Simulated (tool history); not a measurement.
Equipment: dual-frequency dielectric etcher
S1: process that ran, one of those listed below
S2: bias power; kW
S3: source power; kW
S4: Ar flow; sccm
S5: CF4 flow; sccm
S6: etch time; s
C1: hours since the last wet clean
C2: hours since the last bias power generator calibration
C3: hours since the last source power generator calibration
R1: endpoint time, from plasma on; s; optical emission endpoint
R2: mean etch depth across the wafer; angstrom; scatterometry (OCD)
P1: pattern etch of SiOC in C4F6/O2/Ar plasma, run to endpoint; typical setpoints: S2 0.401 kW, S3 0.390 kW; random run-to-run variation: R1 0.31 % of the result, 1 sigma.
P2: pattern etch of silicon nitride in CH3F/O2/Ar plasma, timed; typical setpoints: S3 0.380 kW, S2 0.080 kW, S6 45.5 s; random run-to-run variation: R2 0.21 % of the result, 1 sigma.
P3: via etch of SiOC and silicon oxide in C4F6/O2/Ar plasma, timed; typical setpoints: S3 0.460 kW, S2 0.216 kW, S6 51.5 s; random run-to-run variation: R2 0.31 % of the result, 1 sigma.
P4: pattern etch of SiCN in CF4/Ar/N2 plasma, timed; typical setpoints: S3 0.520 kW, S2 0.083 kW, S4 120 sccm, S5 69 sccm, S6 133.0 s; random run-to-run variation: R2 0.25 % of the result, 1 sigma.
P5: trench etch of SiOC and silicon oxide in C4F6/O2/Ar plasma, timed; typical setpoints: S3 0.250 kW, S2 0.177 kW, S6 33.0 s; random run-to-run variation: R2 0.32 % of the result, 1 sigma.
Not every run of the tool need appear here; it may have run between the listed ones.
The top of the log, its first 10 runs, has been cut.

run 11 day=4.046 | S1=P1 S2=0.401 S3=0.390 | C1=512.3 C2=1403.7 C3=2641.9 | R1=12.699
run 12 day=4.288 | S1=P1 S2=0.553 S3=0.470 | C1=518.1 C2=1409.5 C3=2647.7 | R1=10.629
run 13 day=4.742 | S1=P5 S2=0.177 S3=0.250 S6=33.0 | C1=529.0 C2=1420.4 C3=2658.6 | R2=547.06
run 14 day=5.017 | S1=P4 S2=0.083 S3=0.520 S4=120 S5=69 S6=185.5 | C1=535.6 C2=1427.0 C3=2665.2 | R2=1945.90
run 15 day=5.517 | S1=P4 S2=0.083 S3=0.520 S4=120 S5=69 S6=133.0 | C1=547.6 C2=1439.0 C3=2677.2 | R2=1398.70
run 16 day=5.804 | S1=P2 S2=0.080 S3=0.520 S6=45.5 | C1=554.5 C2=1445.9 C3=2684.1 | R2=367.14
run 17 day=6.083 | S1=P1 S2=0.553 S3=0.390 | C1=561.2 C2=1452.6 C3=2690.8 | R1=11.402
run 18 day=6.358 | S1=P1 S2=0.401 S3=0.390 | C1=567.8 C2=1459.2 C3=2697.4 | R1=12.762
run 19 day=6.804 | S1=P4 S2=0.049 S3=0.520 S4=120 S5=69 S6=133.0 | C1=578.5 C2=1469.9 C3=2708.1 | R2=1158.70
run 20 day=7.067 | S1=P1 S2=0.401 S3=0.490 | C1=584.8 C2=1476.2 C3=2714.4 | R1=11.714
run 21 day=7.438 | S1=P3 S2=0.216 S3=0.460 S6=51.5 | C1=593.7 C2=1485.1 C3=2723.3 | R2=647.88
run 22 day=7.933 | S1=P2 S2=0.080 S3=0.380 S6=45.5 | C1=605.6 C2=1497.0 C3=2735.2 | R2=324.81
run 23 day=8.350 | S1=P5 S2=0.217 S3=0.250 S6=33.0 | C1=615.6 C2=1507.0 C3=2745.2 | R2=587.06
run 24 day=8.604 | S1=P5 S2=0.177 S3=0.250 S6=33.0 | C1=621.7 C2=1513.1 C3=2751.3 | R2=548.17
run 25 day=9.046 | S1=P5 S2=0.177 S3=0.350 S6=33.0 | C1=632.3 C2=1523.7 C3=2761.9 | R2=622.62
run 26 day=9.296 | S1=P3 S2=0.216 S3=0.460 S6=67.0 | C1=638.3 C2=1529.7 C3=2767.9 | R2=840.27
run 27 day=9.604 | S1=P4 S2=0.083 S3=0.520 S4=159 S5=69 S6=133.0 | C1=645.7 C2=1537.1 C3=2775.3 | R2=1333.50
run 28 day=9.892 | S1=P1 S2=0.473 S3=0.270 | C1=652.6 C2=1544.0 C3=2782.2 | R1=13.750
run 29 day=10.396 | S1=P3 S2=0.216 S3=0.620 S6=51.5 | C1=664.7 C2=1556.1 C3=2794.3 | R2=729.28
run 30 day=10.646 | S1=P3 S2=0.305 S3=0.460 S6=51.5 | C1=670.7 C2=1562.1 C3=2800.3 | R2=727.88
run 31 day=10.942 | S1=P2 S2=0.080 S3=0.380 S6=59.5 | C1=677.8 C2=1569.2 C3=2807.4 | R2=425.16
run 32 day=11.271 | S1=P1 S2=0.401 S3=0.390 | C1=685.7 C2=1577.1 C3=2815.3 | R1=12.796
run 33 day=11.488 | S1=P1 S2=0.401 S3=0.390 | C1=690.9 C2=1582.3 C3=2820.5 | R1=12.717

What does the tool deliver on the next run?
run 34 day=11.917 | S1=P1 S2=0.401 S3=0.390 | C1=701.2 C2=1592.6 C3=2830.8 | R1=?

{"run 34": {"R1": 12.684}}
